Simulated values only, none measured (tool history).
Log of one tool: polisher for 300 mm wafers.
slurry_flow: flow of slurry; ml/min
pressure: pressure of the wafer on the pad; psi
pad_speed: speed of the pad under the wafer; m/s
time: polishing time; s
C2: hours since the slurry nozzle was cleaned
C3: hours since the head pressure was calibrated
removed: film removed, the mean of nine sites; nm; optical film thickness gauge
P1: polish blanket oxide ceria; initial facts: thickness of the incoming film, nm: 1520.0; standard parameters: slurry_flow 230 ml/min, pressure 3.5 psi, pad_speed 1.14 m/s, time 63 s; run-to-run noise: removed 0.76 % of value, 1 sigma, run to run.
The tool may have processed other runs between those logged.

{"run": 1, "hour": 14.5, "slurry_flow": 230, "pressure": 3.5, "pad_speed": 1.14, "time": 63, "wafers polished on this pad": 375, "C2": 556.9, "C3": 81.7, "removed": 308.26}
{"run": 2, "hour": 22.2, "slurry_flow": 230, "pressure": 1.6, "pad_speed": 1.14, "time": 63, "wafers polished on this pad": 443, "C2": 564.6, "C3": 89.4, "removed": 141.57}
{"run": 3, "hour": 38.0, "slurry_flow": 230, "pressure": 3.5, "pad_speed": 1.14, "time": 63, "wafers polished on this pad": 582, "C2": 580.4, "C3": 105.2, "removed": 306.26}
{"run": 4, "hour": 53.1, "slurry_flow": 140, "pressure": 5, "pad_speed": 1.14, "time": 63, "wafers polished on this pad": 715, "C2": 595.5, "C3": 120.3, "removed": 405.9}
{"run": 5, "hour": 67.3, "slurry_flow": 230, "pressure": 3.5, "pad_speed": 1.6, "time": 63, "wafers polished on this pad": 840, "C2": 609.7, "C3": 134.5, "removed": 428.88}
{"run": 6, "hour": 80.9, "slurry_flow": 140, "pressure": 3.5, "pad_speed": 1.14, "time": 63, "wafers polished on this pad": 959, "C2": 623.3, "C3": 148.1, "removed": 283.02}
{"run": 7, "hour": 88.3, "slurry_flow": 230, "pressure": 3.5, "pad_speed": 1.14, "time": 63, "wafers polished on this pad": 1025, "C2": 630.7, "C3": 155.5, "removed": 307.78}
{"run": 8, "hour": 105.4, "slurry_flow": 230, "pressure": 3.5, "pad_speed": 1.14, "time": 79, "wafers polished on this pad": 1175, "C2": 647.8, "C3": 172.6, "removed": 389.28}
{"run": 9, "hour": 117.1, "slurry_flow": 230, "pressure": 3.5, "pad_speed": 0.64, "time": 63, "wafers polished on this pad": 1278, "C2": 659.5, "C3": 184.3, "removed": 174.25}
{"run": 10, "hour": 132.9, "slurry_flow": 300, "pressure": 3.5, "pad_speed": 1.14, "time": 63, "wafers polished on this pad": 1417, "C2": 675.3, "C3": 200.1, "removed": 316.61}
{"run": 11, "hour": 147.7, "slurry_flow": 230, "pressure": 3.5, "pad_speed": 1.14, "time": 63, "wafers polished on this pad": 1547, "C2": 690.1, "C3": 214.9, "removed": 306.76}
{"run": 12, "hour": 155.1, "slurry_flow": 230, "pressure": 3.5, "pad_speed": 1.14, "time": 63, "wafers polished on this pad": 1613, "C2": 697.5, "C3": 222.3, "removed": 304.54}
{"run": 13, "hour": 168.2, "slurry_flow": 230, "pressure": 5.5, "pad_speed": 1.14, "time": 63, "wafers polished on this pad": 1728, "C2": 710.6, "C3": 235.4, "removed": 482.91}
{"run": 14, "hour": 177.8, "slurry_flow": 230, "pressure": 3.5, "pad_speed": 1.14, "time": 42, "wafers polished on this pad": 1812, "C2": 720.2, "C3": 245, "removed": 206.42}
{"run": 15, "hour": 186.9, "slurry_flow": 230, "pressure": 3.5, "pad_speed": 1.14, "time": 63, "wafers polished on this pad": 1893, "C2": 729.3, "C3": 254.1, "removed": 309.16}
{"run": 16, "hour": 194.8, "slurry_flow": 230, "pressure": 3.5, "pad_speed": 1.14, "time": 63, "wafers polished on this pad": 1962, "C2": 737.2, "C3": 262, "removed": 302.45}
{"run": 17, "hour": 205.9, "slurry_flow": 230, "pressure": 3.5, "pad_speed": 1.14, "time": 63, "wafers polished on this pad": 2060, "C2": 748.3, "C3": 273.1, "removed": 306.08}
{"run": 18, "hour": 219.1, "slurry_flow": 230, "pressure": 3.5, "pad_speed": 1.14, "time": 63, "wafers polished on this pad": 2176, "C2": 761.5, "C3": 286.3, "removed": 295.87}
{"run": 19, "hour": 229.1, "slurry_flow": 230, "pressure": 3.5, "pad_speed": 1.14, "time": 63, "wafers polished on this pad": 2264, "C2": 771.5, "C3": 296.3, "removed": 299.28}
{"run": 20, "hour": 244.5, "slurry_flow": 230, "pressure": 3.5, "pad_speed": 1.14, "time": 63, "wafers polished on this pad": 2400, "C2": 786.9, "C3": 311.7, "removed": 297.45}
{"hour": 253.5, "done": "worn pad replaced by a new one"}
{"run": 21, "hour": 255.4, "slurry_flow": 230, "pressure": 3.5, "pad_speed": 1.14, "time": 63, "wafers polished on this pad": 17, "C2": 797.8, "C3": 322.6, "removed": 293.83}

Run 22 has not been measured yet. What should we expect?
{"run": 22, "hour": 268.2, "slurry_flow": 230, "pressure": 3.5, "pad_speed": 1.14, "time": 63, "wafers polished on this pad": 130, "C2": 810.6, "C3": 335.4, "removed": "?"}

removed: 294.27 nm

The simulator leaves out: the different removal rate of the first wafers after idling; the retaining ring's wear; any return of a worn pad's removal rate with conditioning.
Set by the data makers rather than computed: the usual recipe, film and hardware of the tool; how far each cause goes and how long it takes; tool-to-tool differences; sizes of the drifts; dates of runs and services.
